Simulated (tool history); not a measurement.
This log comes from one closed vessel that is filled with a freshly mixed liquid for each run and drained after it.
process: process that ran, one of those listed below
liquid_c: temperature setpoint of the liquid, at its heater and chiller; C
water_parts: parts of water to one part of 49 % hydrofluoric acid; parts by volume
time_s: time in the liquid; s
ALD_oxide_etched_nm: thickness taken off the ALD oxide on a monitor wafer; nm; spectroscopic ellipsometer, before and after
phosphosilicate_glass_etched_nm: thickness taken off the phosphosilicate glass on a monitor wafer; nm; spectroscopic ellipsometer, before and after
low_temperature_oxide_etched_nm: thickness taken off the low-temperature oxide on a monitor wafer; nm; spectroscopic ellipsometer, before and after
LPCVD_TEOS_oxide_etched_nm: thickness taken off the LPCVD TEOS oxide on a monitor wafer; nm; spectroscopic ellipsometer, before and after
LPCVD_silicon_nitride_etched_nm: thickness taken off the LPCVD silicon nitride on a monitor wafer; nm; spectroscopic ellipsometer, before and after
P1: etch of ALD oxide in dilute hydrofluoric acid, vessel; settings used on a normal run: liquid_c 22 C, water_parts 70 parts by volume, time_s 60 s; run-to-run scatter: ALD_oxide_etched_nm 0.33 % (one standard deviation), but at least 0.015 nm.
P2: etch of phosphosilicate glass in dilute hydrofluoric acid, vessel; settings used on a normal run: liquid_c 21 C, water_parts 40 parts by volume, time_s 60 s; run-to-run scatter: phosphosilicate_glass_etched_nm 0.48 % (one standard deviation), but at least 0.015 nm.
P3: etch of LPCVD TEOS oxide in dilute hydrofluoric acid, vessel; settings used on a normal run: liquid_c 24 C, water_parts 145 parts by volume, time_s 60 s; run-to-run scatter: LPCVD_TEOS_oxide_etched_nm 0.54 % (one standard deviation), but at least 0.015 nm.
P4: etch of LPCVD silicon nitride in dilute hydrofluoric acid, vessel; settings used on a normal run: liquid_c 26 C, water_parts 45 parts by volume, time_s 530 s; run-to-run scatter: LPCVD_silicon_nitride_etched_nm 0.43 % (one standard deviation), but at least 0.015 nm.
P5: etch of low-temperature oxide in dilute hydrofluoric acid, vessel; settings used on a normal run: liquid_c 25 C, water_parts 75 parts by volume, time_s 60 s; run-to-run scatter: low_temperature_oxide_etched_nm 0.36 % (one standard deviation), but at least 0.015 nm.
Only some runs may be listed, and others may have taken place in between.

run,hour,process,liquid_c,water_parts,time_s,hours since the thermometer was replaced,hours since the hydrofluoric acid flow meter was replaced,ALD_oxide_etched_nm,phosphosilicate_glass_etched_nm,low_temperature_oxide_etched_nm,LPCVD_TEOS_oxide_etched_nm,LPCVD_silicon_nitride_etched_nm
1,8.8,P1,22,70,60,1447.4,904.8,8.2769,,,,
2,21.6,P2,21,40,60,1460.2,917.6,,273.21,,,
3,32.8,P5,25,75,60,1471.4,928.8,,,29.281,,
# hour 37.7: hydrofluoric acid flow meter replaced
4,43.5,P1,26.5,70,60,1482.1,5.8,9.9016,,,,
5,50.5,P3,24,205,60,1489.1,12.8,,,,14.262,
6,59.7,P4,31.5,45,530,1498.3,22,,,,,9.1798
7,70.3,P3,24,145,85,1508.9,32.6,,,,30.766,
8,81.5,P2,21,40,30,1520.1,43.8,,136.11,,,
9,93.1,P1,22,70,60,1531.7,55.4,8.2512,,,,
10,106.1,P1,22,70,60,1544.7,68.4,8.2896,,,,
11,114.1,P4,26,30,530,1552.7,76.4,,,,,9.4349
12,120.6,P2,25,40,60,1559.2,82.9,,323.53,,,
13,127,P5,25,75,60,1565.6,89.3,,,29.58,,
14,132.9,P5,25,125,60,1571.5,95.2,,,16.471,,
15,138.8,P1,22,100,60,1577.4,101.1,5.5836,,,,
16,144.4,P4,26,45,530,1583,106.7,,,,,6.3089
17,155.3,P5,25,75,30,1593.9,117.6,,,14.698,,
18,165.6,P1,22,35,60,1604.2,127.9,17.235,,,,
19,172.3,P1,22,70,115,1610.9,134.6,15.957,,,,
20,185.3,P1,22,70,30,1623.9,147.6,4.1084,,,,
21,192.1,P3,28.5,145,60,1630.7,154.4,,,,25.473,
22,204,P4,26,45,530,1642.6,166.3,,,,,6.337
23,212.7,P4,26,45,775,1651.3,175,,,,,9.2627
24,222.7,P3,24,145,60,1661.3,185,,,,21.694,
25,235.1,P1,17,70,60,1673.7,197.4,6.7059,,,,
26,246.9,P5,28.5,75,60,1685.5,209.2,,,33.661,,
27,254,P1,22,35,30,1692.6,216.3,8.6032,,,,
28,259.7,P2,21,40,60,1698.3,222,,274.47,,,
29,266.1,P1,22,70,60,1704.7,228.4,8.2623,,,,
30,273.6,P2,21,20,60,1712.2,235.9,,563.76,,,
31,281.9,P1,22,70,60,1720.5,244.2,8.2614,,,,
32,293.4,P1,22,70,60,1732,255.7,8.4766,,,,
33,303.5,P1,22,70,60,1742.1,265.8,8.7341,,,,
34,315,P1,22,70,60,1753.6,277.3,8.7708,,,,
35,320.9,P1,22,70,60,1759.5,283.2,8.9021,,,,
36,330.1,P1,22,70,60,1768.7,292.4,8.9049,,,,
37,336.6,P1,22,70,60,1775.2,298.9,8.9384,,,,
38,342.3,P1,22,70,60,1780.9,304.6,8.9615,,,,
39,352.2,P1,22,70,60,1790.8,314.5,8.9915,,,,

Run 40 has not been measured yet. What should we expect?
40,364.7,P1,22,70,60,1803.3,327,?,,,,

ALD_oxide_etched_nm: 8.9645 nm
